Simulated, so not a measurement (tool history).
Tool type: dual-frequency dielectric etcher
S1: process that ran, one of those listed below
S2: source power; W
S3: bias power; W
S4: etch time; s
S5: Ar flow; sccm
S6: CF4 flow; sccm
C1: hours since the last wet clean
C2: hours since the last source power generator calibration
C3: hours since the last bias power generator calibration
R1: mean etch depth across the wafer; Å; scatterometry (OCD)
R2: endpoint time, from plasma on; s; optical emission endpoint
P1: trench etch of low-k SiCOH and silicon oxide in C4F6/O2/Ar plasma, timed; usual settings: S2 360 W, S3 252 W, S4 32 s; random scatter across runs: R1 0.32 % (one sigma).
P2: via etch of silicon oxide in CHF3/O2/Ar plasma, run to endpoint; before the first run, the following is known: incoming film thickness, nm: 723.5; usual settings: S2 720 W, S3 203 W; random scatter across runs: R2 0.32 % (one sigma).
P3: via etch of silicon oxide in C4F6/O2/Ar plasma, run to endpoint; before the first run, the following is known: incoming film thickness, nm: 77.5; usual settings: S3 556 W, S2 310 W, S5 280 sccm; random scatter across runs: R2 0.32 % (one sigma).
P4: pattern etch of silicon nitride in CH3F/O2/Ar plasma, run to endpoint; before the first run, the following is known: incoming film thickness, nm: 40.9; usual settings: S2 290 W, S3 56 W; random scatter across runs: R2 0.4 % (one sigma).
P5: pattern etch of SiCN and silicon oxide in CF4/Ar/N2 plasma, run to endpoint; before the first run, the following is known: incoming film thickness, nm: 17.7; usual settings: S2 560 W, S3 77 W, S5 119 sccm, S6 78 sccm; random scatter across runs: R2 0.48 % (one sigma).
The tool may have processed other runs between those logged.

run     day  S1   S2   S3    S4   S5  S6     C1      C2      C3      R1      R2
  1   0.438  P1  360  252    32             103   695.7  1558.5  1062.7
  2   0.746  P1  360  252    32           110.4   703.1  1565.9  1071.9
  3   1.167  P1  270  252    32           120.5   713.2    1576  954.21
  4    1.65  P1  280  252    43           132.1   724.8  1587.6  1306.4
  5   1.888  P5  560   77        119  78  137.8   730.5  1593.3          16.547
  6   2.392  P1  440  252    32           149.9   742.6  1605.4  1147.7
  7   2.775  P3  310  556        188      159.1   751.8  1614.6          17.462
  8     3.1  P1  360  252    44           166.9   759.6  1622.4  1461.3
  9   3.388  P2  510  203                 173.8   766.5  1629.3          378.24
 10   3.817  P4  290   37                 184.1   776.8  1639.6           81.67
 11    4.05  P1  360  252    32           189.7   782.4  1645.2  1057.5
 12   4.325  P1  250  203    32           196.3     789  1651.8  863.62
 13   4.796  P3  310  556        280      207.6   800.3  1663.1          18.294
 14   5.183  P3  310  556        280      216.9   809.6  1672.4          18.392
 15    5.45  P1  360  252    32           223.3     816  1678.8  1058.7
 16   5.738  P5  560   77         75  78  230.2   822.9  1685.7          15.427
 17   6.171  P5  560   77        119  78  240.6   833.3  1696.1          16.574
 18   6.446  P1  360  252    32           247.2   839.9  1702.7  1072.7
 19   6.733  P1  230  252  17.5           254.1   846.8  1709.6  490.62
 20   7.088  P2  720  203                 262.6   855.3  1718.1          332.11
 21   7.358  P3  310  748        280      269.1   861.8  1724.6          16.358
 22   7.771  P3  420  556        280        279   871.7  1734.5          16.376
 23   8.058  P4  190   56                 285.9   878.6  1741.4          83.914
 24   8.496  P5  760   77        119  78  296.4   889.1  1751.9          12.646
 25   8.983  P1  360  202    32           308.1   900.8  1763.6  992.74
 26   9.412  P5  560   46        119  78  318.4   911.1  1773.9           19.67
      9.742  -- bias power generator calibrated
 27   9.912  P1  360  252  22.5           330.4   923.1     4.1  752.69
 28  10.133  P5  560   77        119  60  335.7   928.4     9.4          17.274
 29  10.467  P1  360  330    32           343.7   936.4    17.4  1168.3
 30  10.804  P4  290   56                 351.8   944.5    25.5          71.175
 31  11.171  P2  720  274                 360.6   953.3    34.3          300.07
 32  11.467  P1  360  252    32           367.7   960.4    41.4  1065.2
 33  11.946  P1  360  252    32           379.2   971.9    52.9  1053.1
 34  12.242  P1  360  252    32           386.3     979      60  1055.3
 35  12.638  P1  360  252    32           395.8   988.5    69.5  1054.6
     12.808  -- wet clean of the chamber
 36  12.875  P1  360  252    32             1.6   994.2    75.2    1049
 37  13.104  P1  360  252    32             7.1   999.7    80.7    1052
 38  13.579  P1  360  252    32            18.5  1011.1    92.1  1049.6
 39  14.046  P1  360  252    32            29.7  1022.3   103.3  1044.4

P1 has crept away from where it was. The log is fitted equally well by each of these 2 causes, at the sizes shown:
A: source power that arrives under what is set, % = 4.06
B: bias power that arrives under what is set, % = 4.55
The onset of the drift is placed at about day 11.467.
Each remaining cause and why it is not a fit:
chamber walls in a state that lowers the etch rate, %: serviced after onset, at day 12.808, with no recovery of the prior output

The 4 check runs listed below each average the results of 3 wafers, and their outcomes are marked with question marks. Under which run would the listed causes produce clearly different results?
check 1  14.512  P5  560   77      119  78                   ?
check 2  14.512  P4  290   56                                ?
check 3  14.512  P3  310  556      280                       ?
check 4  14.512  P2  720  203                                ?

Predicted outcomes, by check and by cause:
  check  result    if A    if B
check 1      R2  17.185  16.832
check 2      R2  72.748  72.712
check 3      R2  18.582  18.632
check 4      R2  337.83  337.82
Smallest distance between any two causes, each pair judged by its most separating result, in per cent: check 1 2.08 %; check 2 0.05 %; check 3 0.27 %; check 4 0 %
Check 1 is the one run that separates the causes; every other check would come out nearly the same whichever cause is at work.

Then check 1 was run and gave: R2 16.878 s. Which cause is it?

It was cause B: bias power that arrives under what is set, %.
